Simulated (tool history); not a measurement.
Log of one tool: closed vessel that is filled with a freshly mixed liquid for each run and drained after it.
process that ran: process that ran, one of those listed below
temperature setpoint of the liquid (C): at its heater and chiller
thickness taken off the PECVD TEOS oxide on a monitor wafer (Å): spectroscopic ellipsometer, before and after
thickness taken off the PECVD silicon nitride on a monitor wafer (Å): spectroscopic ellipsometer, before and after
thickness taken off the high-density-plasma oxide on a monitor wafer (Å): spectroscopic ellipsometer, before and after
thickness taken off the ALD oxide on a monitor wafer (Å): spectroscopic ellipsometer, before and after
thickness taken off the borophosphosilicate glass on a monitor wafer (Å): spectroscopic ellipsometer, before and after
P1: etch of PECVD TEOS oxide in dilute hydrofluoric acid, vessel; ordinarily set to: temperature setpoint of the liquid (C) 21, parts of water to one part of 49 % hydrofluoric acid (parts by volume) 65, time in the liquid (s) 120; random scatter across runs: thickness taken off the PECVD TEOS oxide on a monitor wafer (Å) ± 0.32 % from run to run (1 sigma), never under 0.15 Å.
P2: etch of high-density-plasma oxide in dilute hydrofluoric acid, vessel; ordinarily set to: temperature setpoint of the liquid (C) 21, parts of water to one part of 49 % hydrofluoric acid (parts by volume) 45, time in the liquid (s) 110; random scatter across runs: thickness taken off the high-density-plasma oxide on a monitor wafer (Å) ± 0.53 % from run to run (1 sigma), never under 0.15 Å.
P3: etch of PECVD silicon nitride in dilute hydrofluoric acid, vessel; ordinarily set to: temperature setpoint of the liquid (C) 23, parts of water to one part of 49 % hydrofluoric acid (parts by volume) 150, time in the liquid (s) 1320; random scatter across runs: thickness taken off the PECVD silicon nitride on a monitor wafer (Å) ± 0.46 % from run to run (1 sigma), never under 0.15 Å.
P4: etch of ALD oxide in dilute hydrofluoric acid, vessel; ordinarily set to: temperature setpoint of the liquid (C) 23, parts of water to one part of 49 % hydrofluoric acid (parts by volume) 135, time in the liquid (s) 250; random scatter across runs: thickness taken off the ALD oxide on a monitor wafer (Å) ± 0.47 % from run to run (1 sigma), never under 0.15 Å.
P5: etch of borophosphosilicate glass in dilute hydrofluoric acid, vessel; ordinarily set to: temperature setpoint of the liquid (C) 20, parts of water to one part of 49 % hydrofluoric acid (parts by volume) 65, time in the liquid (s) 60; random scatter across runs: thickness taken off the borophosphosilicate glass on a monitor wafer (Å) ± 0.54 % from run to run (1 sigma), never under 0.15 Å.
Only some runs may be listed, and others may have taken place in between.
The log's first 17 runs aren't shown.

run     day  process that ran  temperature setpoint of the liquid (C)  parts of water to one part of 49 % hydrofluoric acid (parts by volume)  time in the liquid (s)  hours since the thermometer was replaced  hours since the hydrofluoric acid flow meter was replaced  thickness taken off the PECVD TEOS oxide on a monitor wafer (Å)  thickness taken off the PECVD silicon nitride on a monitor wafer (Å)  thickness taken off the high-density-plasma oxide on a monitor wafer (Å)  thickness taken off the ALD oxide on a monitor wafer (Å)  thickness taken off the borophosphosilicate glass on a monitor wafer (Å)
 18     6.3                P5                                      20                                                                      65                      60                                        72                                                     1947.5                                                                                                                                                                                                                                                                                                                                               577.61
 19   6.508                P1                                      21                                                                      65                     120                                        77                                                     1952.5                                                            309.6
 20   6.908                P2                                      21                                                                      45                     210                                      86.6                                                     1962.1                                                                                                                                                                                                           229.05
 21   7.288                P1                                      28                                                                      65                     120                                      95.7                                                     1971.2                                                            413.4
 22   7.617                P1                                      21                                                                      65                     120                                     103.6                                                     1979.1                                                           308.58
 23   7.971                P3                                      17                                                                     150                    1320                                     112.1                                                     1987.6                                                                                                                                 174.63
 24   8.404                P3                                      23                                                                      95                    1320                                     122.5                                                       1998                                                                                                                                 407.31
 25   8.862                P2                                      21                                                                      30                     110                                     133.5                                                       2009                                                                                                                                                                                                           184.63
 26   9.279                P3                                      23                                                                     150                     125                                     143.5                                                       2019                                                                                                                                  25.21
 27   9.567                P1                                      17                                                                      65                     120                                     150.4                                                     2025.9                                                           260.99
 28   9.788                P1                                      21                                                                      40                     120                                     155.7                                                     2031.2                                                           517.64
 29  10.017                P4                                      23                                                                     135                     430                                     161.2                                                     2036.7                                                                                                                                                                                                                                                                     817.52
 30  10.404                P1                                      21                                                                      65                     120                                     170.5                                                       2046                                                           311.75
 31  10.779                P1                                      21                                                                      65                     120                                     179.5                                                       2055                                                           300.31
 32  11.133                P1                                      21                                                                      65                     120                                       188                                                     2063.5                                                           295.49
 33    11.6                P1                                      21                                                                      65                     120                                     199.2                                                     2074.7                                                           290.18
 34  11.988                P1                                      21                                                                      65                     120                                     208.5                                                       2084                                                           289.04
 35  12.275                P1                                      21                                                                      65                     120                                     215.4                                                     2090.9                                                           288.16
 36  12.679                P1                                      21                                                                      65                     120                                     225.1                                                     2100.6                                                           285.58
 37  12.892                P1                                      21                                                                      65                     120                                     230.2                                                     2105.7                                                           286.98
 38  13.108                P1                                      21                                                                      65                     120                                     235.4                                                     2110.9                                                           285.77
 39  13.342                P1                                      21                                                                      65                     120                                       241                                                     2116.5                                                           285.99

Run 40 has not been measured yet. What should we expect?
 40  13.625                P1                                      21                                                                      65                     120                                     247.8                                                     2123.3                                                                ?

{"run 40": {"thickness taken off the PECVD TEOS oxide on a monitor wafer (Å)": 285.22}}

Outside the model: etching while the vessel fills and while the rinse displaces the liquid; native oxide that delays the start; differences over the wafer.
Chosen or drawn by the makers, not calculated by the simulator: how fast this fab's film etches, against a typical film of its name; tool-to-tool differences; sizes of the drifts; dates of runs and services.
